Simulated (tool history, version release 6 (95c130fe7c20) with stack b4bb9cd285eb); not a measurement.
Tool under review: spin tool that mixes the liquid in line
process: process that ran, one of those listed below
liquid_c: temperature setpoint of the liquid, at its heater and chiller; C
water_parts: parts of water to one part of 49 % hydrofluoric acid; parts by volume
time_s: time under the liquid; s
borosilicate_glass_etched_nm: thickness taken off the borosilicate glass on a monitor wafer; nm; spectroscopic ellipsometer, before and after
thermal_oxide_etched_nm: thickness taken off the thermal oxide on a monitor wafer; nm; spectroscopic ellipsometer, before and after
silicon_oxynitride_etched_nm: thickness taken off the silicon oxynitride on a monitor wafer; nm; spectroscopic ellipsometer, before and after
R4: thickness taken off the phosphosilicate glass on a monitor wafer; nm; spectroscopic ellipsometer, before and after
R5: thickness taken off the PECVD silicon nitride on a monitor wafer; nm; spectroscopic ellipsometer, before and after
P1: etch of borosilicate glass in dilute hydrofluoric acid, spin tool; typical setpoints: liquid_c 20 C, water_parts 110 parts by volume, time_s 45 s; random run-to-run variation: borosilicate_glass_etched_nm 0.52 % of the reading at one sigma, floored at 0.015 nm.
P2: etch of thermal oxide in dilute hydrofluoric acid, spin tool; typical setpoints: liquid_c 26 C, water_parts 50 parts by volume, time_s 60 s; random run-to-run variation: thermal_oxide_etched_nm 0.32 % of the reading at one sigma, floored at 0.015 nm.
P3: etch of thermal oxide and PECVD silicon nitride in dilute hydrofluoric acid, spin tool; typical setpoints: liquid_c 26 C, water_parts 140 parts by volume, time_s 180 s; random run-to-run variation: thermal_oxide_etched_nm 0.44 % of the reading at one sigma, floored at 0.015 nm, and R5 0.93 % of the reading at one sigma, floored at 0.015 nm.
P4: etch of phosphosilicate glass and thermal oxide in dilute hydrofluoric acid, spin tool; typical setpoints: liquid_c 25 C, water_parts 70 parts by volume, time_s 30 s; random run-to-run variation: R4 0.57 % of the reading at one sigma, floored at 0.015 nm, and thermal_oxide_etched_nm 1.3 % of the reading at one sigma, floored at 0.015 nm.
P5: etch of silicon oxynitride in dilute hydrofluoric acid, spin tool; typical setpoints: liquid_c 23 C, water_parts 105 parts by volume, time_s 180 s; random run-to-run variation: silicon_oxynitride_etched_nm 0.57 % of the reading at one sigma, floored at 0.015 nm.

{"run": 1, "hour": 5.4, "process": "P1", "liquid_c": 20, "water_parts": 110, "time_s": 45, "borosilicate_glass_etched_nm": 10.03}
{"run": 2, "hour": 13.4, "process": "P2", "liquid_c": 26, "water_parts": 50, "time_s": 60, "thermal_oxide_etched_nm": 6.3757}
{"run": 3, "hour": 18.6, "process": "P5", "liquid_c": 23, "water_parts": 105, "time_s": 180, "silicon_oxynitride_etched_nm": 5.0258}
{"run": 4, "hour": 26.9, "process": "P4", "liquid_c": 25, "water_parts": 70, "time_s": 50, "thermal_oxide_etched_nm": 3.5055, "R4": 123.1}
{"run": 5, "hour": 33.0, "process": "P1", "liquid_c": 20, "water_parts": 20, "time_s": 45, "borosilicate_glass_etched_nm": 61.219}
{"run": 6, "hour": 38.7, "process": "P1", "liquid_c": 20, "water_parts": 110, "time_s": 65, "borosilicate_glass_etched_nm": 14.438}
{"run": 7, "hour": 48.5, "process": "P3", "liquid_c": 26, "water_parts": 140, "time_s": 180, "thermal_oxide_etched_nm": 5.9506, "R5": 2.7496}
{"run": 8, "hour": 58.8, "process": "P5", "liquid_c": 23, "water_parts": 65, "time_s": 180, "silicon_oxynitride_etched_nm": 8.2873}
{"run": 9, "hour": 69.4, "process": "P1", "liquid_c": 20, "water_parts": 185, "time_s": 45, "borosilicate_glass_etched_nm": 5.5325}
{"run": 10, "hour": 79.8, "process": "P1", "liquid_c": 17, "water_parts": 110, "time_s": 45, "borosilicate_glass_etched_nm": 8.6987}
{"run": 11, "hour": 89.0, "process": "P1", "liquid_c": 26, "water_parts": 110, "time_s": 45, "borosilicate_glass_etched_nm": 12.628}
{"run": 12, "hour": 97.3, "process": "P3", "liquid_c": 26, "water_parts": 140, "time_s": 180, "thermal_oxide_etched_nm": 5.9407, "R5": 2.7264}
{"run": 13, "hour": 107.3, "process": "P1", "liquid_c": 20, "water_parts": 110, "time_s": 45, "borosilicate_glass_etched_nm": 9.9151}
{"run": 14, "hour": 116.8, "process": "P4", "liquid_c": 25, "water_parts": 20, "time_s": 30, "thermal_oxide_etched_nm": 8.0357, "R4": 278.56}
{"run": 15, "hour": 125.2, "process": "P1", "liquid_c": 20, "water_parts": 35, "time_s": 65, "borosilicate_glass_etched_nm": 49.41}
{"run": 16, "hour": 135.4, "process": "P2", "liquid_c": 26, "water_parts": 50, "time_s": 60, "thermal_oxide_etched_nm": 6.3762}
{"run": 17, "hour": 144.2, "process": "P5", "liquid_c": 23, "water_parts": 105, "time_s": 30, "silicon_oxynitride_etched_nm": 0.83949}
{"run": 18, "hour": 154.6, "process": "P1", "liquid_c": 20, "water_parts": 110, "time_s": 45, "borosilicate_glass_etched_nm": 9.917}
{"run": 19, "hour": 159.7, "process": "P1", "liquid_c": 17, "water_parts": 110, "time_s": 75, "borosilicate_glass_etched_nm": 14.667}
{"run": 20, "hour": 169.7, "process": "P5", "liquid_c": 23, "water_parts": 105, "time_s": 180, "silicon_oxynitride_etched_nm": 5.0432}
{"run": 21, "hour": 176.0, "process": "P2", "liquid_c": 26, "water_parts": 70, "time_s": 60, "thermal_oxide_etched_nm": 4.4296}
{"run": 22, "hour": 181.4, "process": "P3", "liquid_c": 30, "water_parts": 140, "time_s": 180, "thermal_oxide_etched_nm": 6.8609, "R5": 3.5695}
{"run": 23, "hour": 186.7, "process": "P3", "liquid_c": 26, "water_parts": 140, "time_s": 55, "thermal_oxide_etched_nm": 1.7747, "R5": 0.87219}
{"run": 24, "hour": 193.0, "process": "P5", "liquid_c": 31, "water_parts": 105, "time_s": 180, "silicon_oxynitride_etched_nm": 7.2026}
{"run": 25, "hour": 199.2, "process": "P4", "liquid_c": 33, "water_parts": 70, "time_s": 30, "thermal_oxide_etched_nm": 2.9129, "R4": 101.54}
{"run": 26, "hour": 209.6, "process": "P3", "liquid_c": 26, "water_parts": 60, "time_s": 180, "thermal_oxide_etched_nm": 15.401, "R5": 6.4153}
{"run": 27, "hour": 216.9, "process": "P1", "liquid_c": 20, "water_parts": 110, "time_s": 45, "borosilicate_glass_etched_nm": 10.003}
{"run": 28, "hour": 226.7, "process": "P4", "liquid_c": 25, "water_parts": 70, "time_s": 30, "thermal_oxide_etched_nm": 2.1681, "R4": 74.61}
{"hour": 230.0, "done": "hydrofluoric acid flow meter replaced"}
{"run": 29, "hour": 236.9, "process": "P1", "liquid_c": 17, "water_parts": 110, "time_s": 80, "borosilicate_glass_etched_nm": 15.669}
{"run": 30, "hour": 242.0, "process": "P2", "liquid_c": 22, "water_parts": 50, "time_s": 60, "thermal_oxide_etched_nm": 5.4084}
{"run": 31, "hour": 248.9, "process": "P2", "liquid_c": 26, "water_parts": 50, "time_s": 15, "thermal_oxide_etched_nm": 1.5897}
{"run": 32, "hour": 258.0, "process": "P1", "liquid_c": 20, "water_parts": 110, "time_s": 15, "borosilicate_glass_etched_nm": 3.3478}
{"run": 33, "hour": 267.2, "process": "P1", "liquid_c": 20, "water_parts": 110, "time_s": 45, "borosilicate_glass_etched_nm": 10.044}

Forecast run 34:
{"run": 34, "hour": 272.1, "process": "P1", "liquid_c": 20, "water_parts": 110, "time_s": 45, "borosilicate_glass_etched_nm": "?"}

borosilicate_glass_etched_nm: 10.3040 nm

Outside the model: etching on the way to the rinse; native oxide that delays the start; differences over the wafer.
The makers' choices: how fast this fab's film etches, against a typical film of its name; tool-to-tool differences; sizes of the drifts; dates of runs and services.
